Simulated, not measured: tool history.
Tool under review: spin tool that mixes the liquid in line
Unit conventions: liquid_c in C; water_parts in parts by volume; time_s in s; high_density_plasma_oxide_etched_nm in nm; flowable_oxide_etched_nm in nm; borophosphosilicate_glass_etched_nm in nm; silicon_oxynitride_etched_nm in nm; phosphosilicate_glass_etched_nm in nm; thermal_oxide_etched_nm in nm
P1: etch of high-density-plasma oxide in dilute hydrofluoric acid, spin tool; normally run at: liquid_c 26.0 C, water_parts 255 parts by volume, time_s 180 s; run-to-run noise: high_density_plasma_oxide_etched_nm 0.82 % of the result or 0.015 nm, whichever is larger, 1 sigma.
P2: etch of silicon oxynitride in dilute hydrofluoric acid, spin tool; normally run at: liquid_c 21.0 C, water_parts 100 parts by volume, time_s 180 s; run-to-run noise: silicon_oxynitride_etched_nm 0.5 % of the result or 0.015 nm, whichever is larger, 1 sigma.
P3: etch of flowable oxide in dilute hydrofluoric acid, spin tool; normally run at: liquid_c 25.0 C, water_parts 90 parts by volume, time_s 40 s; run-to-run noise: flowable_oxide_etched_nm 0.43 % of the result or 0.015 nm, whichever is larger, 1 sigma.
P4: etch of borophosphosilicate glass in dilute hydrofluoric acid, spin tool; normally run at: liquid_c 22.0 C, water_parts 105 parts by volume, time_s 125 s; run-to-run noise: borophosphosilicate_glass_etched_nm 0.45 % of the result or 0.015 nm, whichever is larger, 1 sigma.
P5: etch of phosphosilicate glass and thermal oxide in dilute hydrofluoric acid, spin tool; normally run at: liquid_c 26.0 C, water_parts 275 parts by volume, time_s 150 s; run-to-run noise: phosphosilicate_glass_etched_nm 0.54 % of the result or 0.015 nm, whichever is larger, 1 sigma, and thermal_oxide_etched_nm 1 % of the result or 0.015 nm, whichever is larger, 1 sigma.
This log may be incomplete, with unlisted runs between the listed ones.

| run | hour | process | liquid_c | water_parts | time_s | hours since the thermometer was replaced | hours since the hydrofluoric acid flow meter was replaced | high_density_plasma_oxide_etched_nm | flowable_oxide_etched_nm | borophosphosilicate_glass_etched_nm | silicon_oxynitride_etched_nm | phosphosilicate_glass_etched_nm | thermal_oxide_etched_nm |
|---|---|---|---|---|---|---|---|---|---|---|---|---|---|
| 1 | 6.1 | P1 | 26.0 | 255 | 180 | 1727.1 | 1425.8 | 3.22120 |  |  |  |  |  |
| 2 | 14.6 | P1 | 32.5 | 255 | 180 | 1735.6 | 1434.3 | 3.98850 |  |  |  |  |  |
| 3 | 25.1 | P1 | 26.0 | 255 | 180 | 1746.1 | 1444.8 | 3.20630 |  |  |  |  |  |
| 4 | 30.2 | P3 | 25.0 | 90 | 80 | 1751.2 | 1449.9 |  | 31.7590 |  |  |  |  |
| 5 | 41.2 | P4 | 22.0 | 105 | 125 | 1762.2 | 1460.9 |  |  | 49.763 |  |  |  |
| 6 | 46.9 | P3 | 25.0 | 90 | 40 | 1767.9 | 1466.6 |  | 15.8020 |  |  |  |  |
| 7 | 56.5 | P4 | 27.5 | 105 | 125 | 1777.5 | 1476.2 |  |  | 62.218 |  |  |  |
| 8 | 63.8 | P1 | 26.0 | 255 | 180 | 1784.8 | 1483.5 | 3.17360 |  |  |  |  |  |
| 9 | 73.9 | P3 | 25.0 | 160 | 40 | 1794.9 | 1493.6 |  | 8.2605 |  |  |  |  |
| 10 | 84.5 | P1 | 26.0 | 255 | 180 | 1805.5 | 1504.2 | 3.21770 |  |  |  |  |  |
| 11 | 92.7 | P4 | 22.0 | 185 | 125 | 1813.7 | 1512.4 |  |  | 26.157 |  |  |  |
| 12 | 100.1 | P1 | 26.0 | 255 | 345 | 1821.1 | 1519.8 | 6.07760 |  |  |  |  |  |
| 13 | 107.4 | P2 | 21.0 | 100 | 330 | 1828.4 | 1527.1 |  |  |  | 13.6720 |  |  |
| 14 | 112.6 | P1 | 26.0 | 60 | 180 | 1833.6 | 1532.3 | 17.29900 |  |  |  |  |  |
| 15 | 123.5 | P1 | 26.0 | 405 | 180 | 1844.5 | 1543.2 | 1.76270 |  |  |  |  |  |
| 16 | 129.3 | P1 | 26.0 | 255 | 20 | 1850.3 | 1549.0 | 0.36762 |  |  |  |  |  |
| 17 | 135.3 | P1 | 29.5 | 460 | 180 | 1856.3 | 1555.0 | 1.63030 |  |  |  |  |  |
| 18 | 140.6 | P4 | 22.0 | 105 | 210 | 1861.6 | 1560.3 |  |  | 85.067 |  |  |  |
| 19 | 149.7 | P5 | 26.0 | 275 | 150 | 1870.7 | 1569.4 |  |  |  |  | 45.275 | 2.34250 |
| 20 | 158.7 | P5 | 30.5 | 275 | 150 | 1879.7 | 1578.4 |  |  |  |  | 52.711 | 2.77900 |
| 21 | 165.0 | P1 | 26.0 | 255 | 180 | 1886.0 | 1584.7 | 3.26910 |  |  |  |  |  |
| 22 | 170.7 | P5 | 26.0 | 85 | 150 | 1891.7 | 1590.4 |  |  |  |  | 184.340 | 9.49290 |
| 23 | 181.6 | P1 | 18.5 | 255 | 180 | 1902.6 | 1601.3 | 2.46480 |  |  |  |  |  |
| 24 | 192.6 | P5 | 26.0 | 275 | 25 | 1913.6 | 1612.3 |  |  |  |  | 7.564 | 0.42177 |
| 25 | 198.8 | P3 | 32.5 | 90 | 40 | 1919.8 | 1618.5 |  | 20.9580 |  |  |  |  |
| 26 | 209.8 | P1 | 21.5 | 445 | 180 | 1930.8 | 1629.5 | 1.34840 |  |  |  |  |  |
| 27 | 219.6 | P5 | 26.0 | 275 | 150 | 1940.6 | 1639.3 |  |  |  |  | 44.830 | 2.34820 |
| 28 | 229.0 | P2 | 17.0 | 100 | 180 | 1950.0 | 1648.7 |  |  |  | 6.1214 |  |  |
| 29 | 235.3 | P1 | 30.0 | 255 | 285 | 1956.3 | 1655.0 | 5.83650 |  |  |  |  |  |
| 30 | 243.1 | P2 | 21.0 | 100 | 180 | 1964.1 | 1662.8 |  |  |  | 7.3759 |  |  |
| 31 | 254.3 | P2 | 21.0 | 185 | 180 | 1975.3 | 1674.0 |  |  |  | 3.7974 |  |  |
| 32 | 264.3 | P1 | 26.0 | 255 | 180 | 1985.3 | 1684.0 | 3.24060 |  |  |  |  |  |
| 33 | 274.9 | P1 | 26.0 | 255 | 180 | 1995.9 | 1694.6 | 3.37760 |  |  |  |  |  |
| 34 | 279.9 | P1 | 26.0 | 255 | 180 | 2000.9 | 1699.6 | 3.38660 |  |  |  |  |  |
| 35 | 291.3 | P1 | 26.0 | 255 | 180 | 2012.3 | 1711.0 | 3.41420 |  |  |  |  |  |
| 36 | 302.2 | P1 | 26.0 | 255 | 180 | 2023.2 | 1721.9 | 3.44350 |  |  |  |  |  |
| 37 | 307.1 | P1 | 26.0 | 255 | 180 | 2028.1 | 1726.8 | 3.49780 |  |  |  |  |  |
| 38 | 317.6 | P1 | 26.0 | 255 | 180 | 2038.6 | 1737.3 | 3.44500 |  |  |  |  |  |
| 39 | 325.8 | P1 | 26.0 | 255 | 180 | 2046.8 | 1745.5 | 3.42990 |  |  |  |  |  |
| 40 | 336.1 | P1 | 26.0 | 255 | 180 | 2057.1 | 1755.8 | 3.43080 |  |  |  |  |  |
| 41 | 345.3 | P1 | 26.0 | 255 | 180 | 2066.3 | 1765.0 | 3.46040 |  |  |  |  |  |

P1 has crept away from where it was. The log is fitted equally well by each of these 2 causes, at the sizes shown:
A: liquid hotter than its thermometer reads (K) = 1.92
B: hydrofluoric acid flow above the setpoint (%) = 5.36
Creep in the process output first set in at about hour 264.3.

Question marks stand in for the results of the 4 check runs listed below, each run on one wafer. Under which run would the listed causes show clearly different results?
| check 1 | 354.5 | P2 | 21.0 | 100 | 265 |  |  |  |  |  | ? |  |  |
| check 2 | 354.5 | P4 | 22.0 | 180 | 125 |  |  |  |  | ? |  |  |  |
| check 3 | 354.5 | P5 | 30.0 | 275 | 150 |  |  |  |  |  |  | ? | ? |
| check 4 | 354.5 | P3 | 28.5 | 155 | 40 |  |  |  | ? |  |  |  |  |

What each check would give under each cause:
| check | result | if A | if B |
|---|---|---|---|
| check 1 | silicon_oxynitride_etched_nm | 12.0320 | 11.6030 |
| check 2 | borophosphosilicate_glass_etched_nm | 28.935 | 28.624 |
| check 3 | phosphosilicate_glass_etched_nm | 54.921 | 55.251 |
| check 3 | thermal_oxide_etched_nm | 2.84300 | 2.86010 |
| check 4 | flowable_oxide_etched_nm | 10.3720 | 10.3010 |
Per check, the gap between the least separated pair of causes, taken in the result that splits them most: check 1 3.63 %; check 2 1.08 %; check 3 0.6 %; check 4 0.69 %
Check 1 distinguishes between the causes, while the remaining checks would return nearly the same result for all of them.

Check 1 was then run and gave: silicon_oxynitride_etched_nm 12.0400 nm. Which cause is it?

The correct cause is A, namely: liquid hotter than its thermometer reads (K).
